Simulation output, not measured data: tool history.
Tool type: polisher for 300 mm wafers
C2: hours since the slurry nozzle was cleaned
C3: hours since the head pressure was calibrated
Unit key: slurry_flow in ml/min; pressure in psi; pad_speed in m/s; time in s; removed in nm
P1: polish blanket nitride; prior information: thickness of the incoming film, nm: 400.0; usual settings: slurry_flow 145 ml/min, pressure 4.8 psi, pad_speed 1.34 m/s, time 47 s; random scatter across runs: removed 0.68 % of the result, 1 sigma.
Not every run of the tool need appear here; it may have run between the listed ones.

Run 1, hour 8.6: slurry_flow 145 ml/min, pressure 4.8 psi, pad_speed 1.34 m/s, time 47 s; wafers polished on this pad 878; C2 347.5; C3 485.7. Result: removed 128.61 nm.
Run 2, hour 19.7: slurry_flow 145 ml/min, pressure 4.8 psi, pad_speed 0.76 m/s, time 47 s; wafers polished on this pad 976; C2 358.6; C3 496.8. Result: removed 82.478 nm.
Run 3, hour 30.2: slurry_flow 145 ml/min, pressure 4.8 psi, pad_speed 1.34 m/s, time 47 s; wafers polished on this pad 1068; C2 369.1; C3 507.3. Result: removed 128.85 nm.
Run 4, hour 38.4: slurry_flow 145 ml/min, pressure 4.8 psi, pad_speed 1.34 m/s, time 47 s; wafers polished on this pad 1141; C2 377.3; C3 515.5. Result: removed 128.41 nm.
Run 5, hour 52.2: slurry_flow 145 ml/min, pressure 2.9 psi, pad_speed 1.34 m/s, time 47 s; wafers polished on this pad 1262; C2 391.1; C3 529.3. Result: removed 77.616 nm.
At hour 56.9: head pressure recalibrated.
Run 6, hour 60.5: slurry_flow 145 ml/min, pressure 4.8 psi, pad_speed 1.34 m/s, time 67 s; wafers polished on this pad 1336; C2 399.4; C3 3.6. Result: removed 184.79 nm.
Run 7, hour 73.1: slurry_flow 145 ml/min, pressure 4.8 psi, pad_speed 1.34 m/s, time 47 s; wafers polished on this pad 1447; C2 412; C3 16.2. Result: removed 127.26 nm.
Run 8, hour 79.2: slurry_flow 105 ml/min, pressure 3.7 psi, pad_speed 1.34 m/s, time 47 s; wafers polished on this pad 1501; C2 418.1; C3 22.3. Result: removed 92.853 nm.
Run 9, hour 90.7: slurry_flow 225 ml/min, pressure 4.8 psi, pad_speed 1.34 m/s, time 47 s; wafers polished on this pad 1602; C2 429.6; C3 33.8. Result: removed 137.5 nm.
Run 10, hour 101.3: slurry_flow 145 ml/min, pressure 4.8 psi, pad_speed 2 m/s, time 47 s; wafers polished on this pad 1696; C2 440.2; C3 44.4. Result: removed 177.79 nm.
Run 11, hour 107.8: slurry_flow 145 ml/min, pressure 7.5 psi, pad_speed 1.34 m/s, time 47 s; wafers polished on this pad 1753; C2 446.7; C3 50.9. Result: removed 201.12 nm.
Run 12, hour 119.9: slurry_flow 85 ml/min, pressure 4.8 psi, pad_speed 1.34 m/s, time 47 s; wafers polished on this pad 1860; C2 458.8; C3 63. Result: removed 112.9 nm.
Run 13, hour 130.2: slurry_flow 145 ml/min, pressure 4.8 psi, pad_speed 1.34 m/s, time 23 s; wafers polished on this pad 1951; C2 469.1; C3 73.3. Result: removed 63.264 nm.
Run 14, hour 137.7: slurry_flow 145 ml/min, pressure 4.8 psi, pad_speed 1.34 m/s, time 47 s; wafers polished on this pad 2017; C2 476.6; C3 80.8. Result: removed 129.39 nm.
Run 15, hour 146.6: slurry_flow 145 ml/min, pressure 4.8 psi, pad_speed 1.34 m/s, time 47 s; wafers polished on this pad 2096; C2 485.5; C3 89.7. Result: removed 129.39 nm.
Run 16, hour 154.8: slurry_flow 145 ml/min, pressure 4.8 psi, pad_speed 1.34 m/s, time 47 s; wafers polished on this pad 2168; C2 493.7; C3 97.9. Result: removed 125.41 nm.
Run 17, hour 161.2: slurry_flow 145 ml/min, pressure 4.8 psi, pad_speed 1.34 m/s, time 47 s; wafers polished on this pad 2225; C2 500.1; C3 104.3. Result: removed 122.73 nm.
Run 18, hour 168: slurry_flow 145 ml/min, pressure 4.8 psi, pad_speed 1.34 m/s, time 47 s; wafers polished on this pad 2285; C2 506.9; C3 111.1. Result: removed 121.87 nm.

Run 19 is up next; what results do you expect?
Run 19, hour 178.2: slurry_flow 145 ml/min, pressure 4.8 psi, pad_speed 1.34 m/s, time 47 s; wafers polished on this pad 2375; C2 517.1; C3 121.3. Result: removed ?.

Run 19 produced removed 118.57 nm.
